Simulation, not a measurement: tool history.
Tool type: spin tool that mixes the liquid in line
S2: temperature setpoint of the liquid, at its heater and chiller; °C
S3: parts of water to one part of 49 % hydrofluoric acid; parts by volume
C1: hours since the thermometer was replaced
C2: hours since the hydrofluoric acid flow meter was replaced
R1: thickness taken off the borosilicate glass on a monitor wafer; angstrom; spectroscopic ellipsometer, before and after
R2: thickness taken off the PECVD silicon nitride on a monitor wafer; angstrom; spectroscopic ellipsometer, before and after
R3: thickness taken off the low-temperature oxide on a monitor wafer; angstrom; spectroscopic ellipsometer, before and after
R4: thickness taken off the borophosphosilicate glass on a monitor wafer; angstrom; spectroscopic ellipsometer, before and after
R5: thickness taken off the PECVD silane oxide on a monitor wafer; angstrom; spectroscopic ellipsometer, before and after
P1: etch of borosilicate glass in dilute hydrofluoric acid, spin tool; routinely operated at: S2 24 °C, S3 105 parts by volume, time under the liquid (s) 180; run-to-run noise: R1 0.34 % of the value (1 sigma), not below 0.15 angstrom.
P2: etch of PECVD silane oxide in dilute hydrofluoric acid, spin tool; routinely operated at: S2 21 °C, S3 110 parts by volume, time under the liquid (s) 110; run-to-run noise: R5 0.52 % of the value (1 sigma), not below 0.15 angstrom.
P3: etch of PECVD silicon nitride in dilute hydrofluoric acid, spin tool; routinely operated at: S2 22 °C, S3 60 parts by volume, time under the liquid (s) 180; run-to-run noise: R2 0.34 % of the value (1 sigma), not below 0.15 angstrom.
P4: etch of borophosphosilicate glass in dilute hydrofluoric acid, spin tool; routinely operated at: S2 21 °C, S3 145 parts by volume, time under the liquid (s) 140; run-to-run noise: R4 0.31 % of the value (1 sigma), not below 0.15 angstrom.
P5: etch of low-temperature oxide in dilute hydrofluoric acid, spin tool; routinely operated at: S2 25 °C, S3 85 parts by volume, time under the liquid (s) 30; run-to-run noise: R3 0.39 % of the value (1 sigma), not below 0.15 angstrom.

Run 1, day 0.146: process that ran P1, S2 24 °C, S3 105 parts by volume, time under the liquid (s) 180; C1 1095.7; C2 350.8. Result: R1 331.98 angstrom.
Run 2, day 0.392: process that ran P3, S2 29 °C, S3 60 parts by volume, time under the liquid (s) 180; C1 1101.6; C2 356.7. Result: R2 167 angstrom.
Run 3, day 0.512: process that ran P5, S2 25 °C, S3 85 parts by volume, time under the liquid (s) 30; C1 1104.5; C2 359.6. Result: R3 70.044 angstrom.
Run 4, day 0.721: process that ran P3, S2 22 °C, S3 60 parts by volume, time under the liquid (s) 180; C1 1109.5; C2 364.6. Result: R2 105.08 angstrom.
Run 5, day 0.829: process that ran P4, S2 21 °C, S3 145 parts by volume, time under the liquid (s) 140; C1 1112.1; C2 367.2. Result: R4 464.71 angstrom.
Run 6, day 0.958: process that ran P5, S2 25 °C, S3 85 parts by volume, time under the liquid (s) 30; C1 1115.2; C2 370.3. Result: R3 69.959 angstrom.
Run 7, day 1.112: process that ran P5, S2 25 °C, S3 85 parts by volume, time under the liquid (s) 65; C1 1118.9; C2 374. Result: R3 150.37 angstrom.
Run 8, day 1.308: process that ran P2, S2 21 °C, S3 110 parts by volume, time under the liquid (s) 110; C1 1123.6; C2 378.7. Result: R5 387.5 angstrom.
Run 9, day 1.429: process that ran P1, S2 24 °C, S3 105 parts by volume, time under the liquid (s) 320; C1 1126.5; C2 381.6. Result: R1 590.3 angstrom.
At day 1.492: hydrofluoric acid flow meter replaced.
Run 10, day 1.617: process that ran P4, S2 21 °C, S3 255 parts by volume, time under the liquid (s) 140; C1 1131; C2 3. Result: R4 237.13 angstrom.
Run 11, day 1.767: process that ran P2, S2 21 °C, S3 110 parts by volume, time under the liquid (s) 110; C1 1134.6; C2 6.6. Result: R5 388.87 angstrom.
Run 12, day 1.892: process that ran P3, S2 22 °C, S3 110 parts by volume, time under the liquid (s) 180; C1 1137.6; C2 9.6. Result: R2 57.709 angstrom.
Run 13, day 2.042: process that ran P1, S2 24 °C, S3 105 parts by volume, time under the liquid (s) 180; C1 1141.2; C2 13.2. Result: R1 330.51 angstrom.
Run 14, day 2.196: process that ran P1, S2 20 °C, S3 105 parts by volume, time under the liquid (s) 180; C1 1144.9; C2 16.9. Result: R1 282.07 angstrom.
Run 15, day 2.412: process that ran P5, S2 25 °C, S3 145 parts by volume, time under the liquid (s) 30; C1 1150.1; C2 22.1. Result: R3 37.984 angstrom.
Run 16, day 2.642: process that ran P3, S2 22 °C, S3 60 parts by volume, time under the liquid (s) 360; C1 1155.6; C2 27.6. Result: R2 210.84 angstrom.
Run 17, day 2.817: process that ran P1, S2 24 °C, S3 105 parts by volume, time under the liquid (s) 180; C1 1159.8; C2 31.8. Result: R1 330.14 angstrom.
Run 18, day 3.054: process that ran P5, S2 20.5 °C, S3 85 parts by volume, time under the liquid (s) 30; C1 1165.5; C2 37.5. Result: R3 58.035 angstrom.
Run 19, day 3.267: process that ran P1, S2 24 °C, S3 105 parts by volume, time under the liquid (s) 180; C1 1170.6; C2 42.6. Result: R1 332.33 angstrom.
Run 20, day 3.417: process that ran P1, S2 24 °C, S3 35 parts by volume, time under the liquid (s) 180; C1 1174.2; C2 46.2. Result: R1 1088.9 angstrom.
Run 21, day 3.6: process that ran P1, S2 24 °C, S3 105 parts by volume, time under the liquid (s) 180; C1 1178.6; C2 50.6. Result: R1 332.38 angstrom.
Run 22, day 3.721: process that ran P1, S2 24 °C, S3 150 parts by volume, time under the liquid (s) 180; C1 1181.5; C2 53.5. Result: R1 219.25 angstrom.

What will run 23 give?
Run 23, day 3.875: process that ran P4, S2 21 °C, S3 145 parts by volume, time under the liquid (s) 15; C1 1185.2; C2 57.2. Result: R4 ?.

Run 23 yielded R4 49.622 angstrom.

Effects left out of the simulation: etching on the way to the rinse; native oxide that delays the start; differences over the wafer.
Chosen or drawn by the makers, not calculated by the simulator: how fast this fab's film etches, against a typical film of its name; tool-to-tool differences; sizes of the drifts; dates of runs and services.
